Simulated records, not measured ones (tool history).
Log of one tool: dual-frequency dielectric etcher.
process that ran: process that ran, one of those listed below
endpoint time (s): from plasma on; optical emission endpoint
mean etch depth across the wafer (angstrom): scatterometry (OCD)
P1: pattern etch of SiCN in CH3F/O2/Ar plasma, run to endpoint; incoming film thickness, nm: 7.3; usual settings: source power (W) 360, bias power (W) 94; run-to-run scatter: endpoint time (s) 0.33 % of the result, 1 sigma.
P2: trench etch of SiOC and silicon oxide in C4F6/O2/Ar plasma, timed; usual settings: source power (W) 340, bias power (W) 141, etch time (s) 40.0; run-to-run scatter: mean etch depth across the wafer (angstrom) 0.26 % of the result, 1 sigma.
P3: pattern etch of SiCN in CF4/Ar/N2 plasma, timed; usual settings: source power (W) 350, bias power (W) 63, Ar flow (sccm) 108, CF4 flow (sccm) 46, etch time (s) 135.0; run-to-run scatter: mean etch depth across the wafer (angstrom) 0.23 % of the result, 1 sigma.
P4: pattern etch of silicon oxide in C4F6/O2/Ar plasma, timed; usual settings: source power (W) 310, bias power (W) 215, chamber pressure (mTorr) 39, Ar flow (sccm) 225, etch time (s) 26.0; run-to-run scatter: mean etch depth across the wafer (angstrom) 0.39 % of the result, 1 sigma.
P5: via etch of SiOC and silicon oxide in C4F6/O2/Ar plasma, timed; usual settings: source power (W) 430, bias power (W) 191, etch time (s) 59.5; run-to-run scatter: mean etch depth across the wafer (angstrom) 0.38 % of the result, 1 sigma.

run   hour  process that ran  source power (W)  bias power (W)  Ar flow (sccm)  CF4 flow (sccm)  etch time (s)  chamber pressure (mTorr)  endpoint time (s)  mean etch depth across the wafer (angstrom)
  1   12.5                P1               360              94                                                                                       17.942
  2   28.9                P3               350              63             108               46          135.0                                                                                    831.79
  3   45.1                P1               360              94                                                                                       17.862
  4   56.6                P1               360              67                                                                                       20.093
  5   74.5                P1               360              94                                                                                       17.828
  6   85.8                P4               310             215             225                            26.0                        39                                                          785.55
  7  102.2                P3               350              63             108               46          135.0                                                                                    831.19
  8  118.5                P4               230             215             225                            26.0                        39                                                          702.75
  9  129.1                P1               360              94                                                                                       17.870
 10  138.0                P5               570             191                                            59.5                                                                                    786.93
 11  151.6                P2               340             141                                            28.5                                                                                    492.31
 12  163.5                P1               360             119                                                                                       16.299
 13  174.9                P4               310             215             168                            26.0                        39                                                          810.77
 14  186.4                P2               430             141                                            40.0                                                                                    758.90
 15  198.8                P3               440              63             108               46          135.0                                                                                   1013.40
 16  208.9                P1               270              62                                                                                       23.211
 17  218.8                P3               350              63             147               46          135.0                                                                                    788.16
 18  235.3                P4               310             215             225                            34.5                        39                                                         1047.70
 19  251.4                P4               310             130             225                            26.0                        39                                                          669.60
 20  268.1                P3               350              63             108               60          135.0                                                                                    868.35
 21  282.4                P4               310             215             225                            26.0                        51                                                          766.88
 22  292.9                P2               340             108                                            40.0                                                                                    637.70
 23  302.7                P1               270              94                                                                                       19.886
 24  316.3                P3               350              63             108               46          200.5                                                                                   1227.70
 25  330.2                P1               490              94                                                                                       16.023
 26  341.9                P2               340             141                                            40.0                                                                                    689.76
 27  350.3                P3               350              90             108               46          135.0                                                                                    955.38
 28  362.4                P5               430             249                                            59.5                                                                                    774.16
 29  370.8                P5               430             191                                            59.5                                                                                    710.12
 30  381.7                P5               430             191                                            40.5                                                                                    480.22
 31  397.1                P1               360              94                                                                                       17.906
 32  414.1                P1               360              94                                                                                       18.075
 33  432.1                P1               360              94                                                                                       18.114
 34  443.2                P1               360              94                                                                                       18.071
 35  460.2                P1               360              94                                                                                       18.239
     466.7  -- wet clean of the chamber
 36  469.0                P1               360              94                                                                                       18.123
 37  485.6                P1               360              94                                                                                       18.148
 38  499.4                P1               360              94                                                                                       18.051
 39  516.8                P1               360              94                                                                                       18.185

What P1 gives has crept away from where it was. These 2 causes fit the log equally well, each at the size given:
A: bias power that arrives under what is set, % = 4.33
B: source power that arrives under what is set, % = 4.39
The creep began at about hour 397.1.
Why every other cause is out:
chamber walls in a state that lowers the etch rate, %: serviced at hour 466.7, which brought nothing back

4 check runs are offered, one wafer each, their results left as question marks. Which one tells the causes apart?
check 1  534.2                P4               310             215             225                            26.0                        39                                                               ?
check 2  534.2                P2               340             141                                            40.0                                                                                         ?
check 3  534.2                P3               350              63             108               46          135.0                                                                                         ?
check 4  534.2                P5               430             191                                            59.5                                                                                         ?

What each check would give under each cause:
  check                                       result    if A    if B
check 1  mean etch depth across the wafer (angstrom)  775.21  773.27
check 2  mean etch depth across the wafer (angstrom)  681.44  678.51
check 3  mean etch depth across the wafer (angstrom)  818.44  800.14
check 4  mean etch depth across the wafer (angstrom)  697.18  695.05
How far apart the two closest causes lie, in the result that separates them most: check 1 0.25 %; check 2 0.43 %; check 3 2.26 %; check 4 0.31 %
Only check 3 tells the causes apart: in the others they would give nearly the same result.

Check 3 was then run and gave: mean etch depth across the wafer (angstrom) 819.65. Which cause is it?

It is A: bias power that arrives under what is set, %.

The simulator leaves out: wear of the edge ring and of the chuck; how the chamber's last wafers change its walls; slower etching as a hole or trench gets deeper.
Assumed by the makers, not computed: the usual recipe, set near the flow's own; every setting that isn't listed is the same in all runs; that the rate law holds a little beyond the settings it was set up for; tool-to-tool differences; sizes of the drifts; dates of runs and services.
